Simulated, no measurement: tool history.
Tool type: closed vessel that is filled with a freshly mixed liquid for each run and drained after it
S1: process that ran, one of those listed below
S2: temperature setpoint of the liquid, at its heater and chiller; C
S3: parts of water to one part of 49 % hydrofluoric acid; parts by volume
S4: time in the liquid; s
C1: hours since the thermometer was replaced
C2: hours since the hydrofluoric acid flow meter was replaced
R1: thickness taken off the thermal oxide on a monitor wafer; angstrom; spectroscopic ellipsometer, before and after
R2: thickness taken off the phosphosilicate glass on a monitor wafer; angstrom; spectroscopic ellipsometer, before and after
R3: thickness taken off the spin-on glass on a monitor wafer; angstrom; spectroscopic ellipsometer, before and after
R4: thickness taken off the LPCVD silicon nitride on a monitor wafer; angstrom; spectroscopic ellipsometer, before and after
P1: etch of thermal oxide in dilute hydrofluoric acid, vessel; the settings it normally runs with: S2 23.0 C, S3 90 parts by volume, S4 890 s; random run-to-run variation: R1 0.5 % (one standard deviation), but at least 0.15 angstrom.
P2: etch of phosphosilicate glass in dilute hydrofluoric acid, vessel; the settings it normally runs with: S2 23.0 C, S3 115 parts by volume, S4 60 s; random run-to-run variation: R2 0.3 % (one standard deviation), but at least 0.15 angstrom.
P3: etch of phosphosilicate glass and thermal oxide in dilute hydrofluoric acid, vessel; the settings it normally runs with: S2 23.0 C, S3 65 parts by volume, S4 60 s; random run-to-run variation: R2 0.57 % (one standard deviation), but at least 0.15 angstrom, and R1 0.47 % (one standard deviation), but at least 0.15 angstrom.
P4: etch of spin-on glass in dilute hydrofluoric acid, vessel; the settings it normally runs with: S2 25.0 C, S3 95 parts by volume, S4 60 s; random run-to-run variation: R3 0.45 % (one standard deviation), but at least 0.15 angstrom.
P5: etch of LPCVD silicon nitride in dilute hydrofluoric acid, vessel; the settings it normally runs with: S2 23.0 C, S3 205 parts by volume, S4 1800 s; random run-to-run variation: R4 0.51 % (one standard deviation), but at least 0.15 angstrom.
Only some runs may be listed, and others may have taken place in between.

run     day  S1    S2   S3    S4      C1     C2        R1       R2      R3      R4
  1   0.312  P1  23.0   90   890  1534.8  430.6   458.970
  2   0.721  P1  23.0  125  1560  1544.6  440.4   556.580
  3   1.338  P2  23.0  115    60  1559.4  455.2             385.06
  4   1.829  P3  23.0  110    60  1571.2  467.0    25.808  1065.20
  5   2.467  P1  23.0   90  1785  1586.5  482.3   919.560
  6   3.104  P2  23.0  115    60  1601.8  497.6             384.28
      3.408  -- thermometer replaced
  7   3.742  P2  23.0  115    30     8.1  512.9             192.19
  8   4.350  P2  23.0   50    60    22.7  527.5             959.69
  9   4.858  P3  17.0   65    60    34.9  539.7    35.844  1487.80
 10   5.167  P3  23.0   65    60    42.3  547.1    46.368  1886.00
 11   5.625  P1  23.0   30   890    53.3  558.1  1485.300
 12   6.217  P4  25.0   95    30    67.5  572.3                     125.73
 13   6.617  P1  23.0   90   890    77.1  581.9   456.190
 14   7.150  P5  19.5  205  1800    89.9  594.7                             42.283
 15   7.538  P1  23.0   90   890    99.2  604.0   454.080
 16   8.025  P2  30.0  115    60   110.9  615.7             504.10
 17   8.658  P5  23.0  205  1800   126.1  630.9                             52.671
 18   9.100  P1  26.5   90   890   136.7  641.5   522.780
 19   9.446  P1  23.0   90   890   145.0  649.8   459.610
 20   9.958  P1  23.0  155   890   157.3  662.1   245.550
 21  10.325  P1  23.0   90    65   166.1  670.9    33.307
 22  10.875  P4  25.0   95    60   179.3  684.1                     251.44
 23  11.362  P3  23.0   65   110   191.0  695.8    84.779  3474.00
 24  11.729  P4  25.0  180    60   199.8  704.6                     120.15
 25  12.204  P5  23.0  305  1800   211.2  716.0                             35.111
 26  12.604  P1  23.0   90   890   220.8  725.6   457.350
 27  13.042  P5  23.0  205  3220   231.3  736.1                             92.900
 28  13.396  P1  23.0   90   890   239.8  744.6   457.520
 29  13.771  P4  18.5   95    60   248.8  753.6                     195.16
 30  14.129  P1  17.5   90   890   257.4  762.2   363.630
 31  14.562  P1  23.0   90   890   267.8  772.6   456.370
 32  14.862  P1  23.0   90   890   275.0  779.8   445.160
 33  15.175  P1  23.0   90   890   282.5  787.3   441.640
 34  15.675  P1  23.0   90   890   294.5  799.3   440.040
 35  15.958  P1  23.0   90   890   301.3  806.1   433.340
 36  16.596  P1  23.0   90   890   316.6  821.4   433.360
 37  17.033  P1  23.0   90   890   327.1  831.9   428.800
 38  17.575  P1  23.0   90   890   340.1  844.9   428.260
 39  18.092  P1  23.0   90   890   352.5  857.3   426.120
 40  18.412  P1  23.0   90   890   360.2  865.0   430.290

What P1 gives has crept off from where it sat before. The 2 causes that follow fit the log equally well, each at the size noted:
A: hydrofluoric acid flow below the setpoint (%) = 5.72
B: liquid colder than its thermometer reads (K) = 1.62
Onset of the creep was near day 14.562.

Listed below are the offered check runs, one wafer per run, with question marks in place of results. For which of them would the causes give clearly different outcomes?
check 1  18.733  P5  23.0  205  1800                       ?
check 2  18.733  P3  23.0   65    60           ?   ?
check 3  18.733  P4  25.0   95    60                   ?
check 4  18.733  P2  23.0  115    60               ?

What every check run would give for each of its results, assuming each possible cause in turn:
  check  result     if A     if B
check 1      R4   49.502   47.278
check 2      R1   43.454   43.321
check 2      R2  1783.40  1777.90
check 3      R3   236.49   236.92
check 4      R2   359.82   360.72
Distance between the nearest two causes, measured in the result of the check that separates them most: check 1 4.6 %; check 2 0.31 %; check 3 0.18 %; check 4 0.25 %
Check 1 distinguishes between the causes, while the remaining checks would return nearly the same result for all of them.

Check 1 was carried out, with these results: R4 46.902 angstrom. Which of the listed causes is responsible?

It is B: liquid colder than its thermometer reads (K).
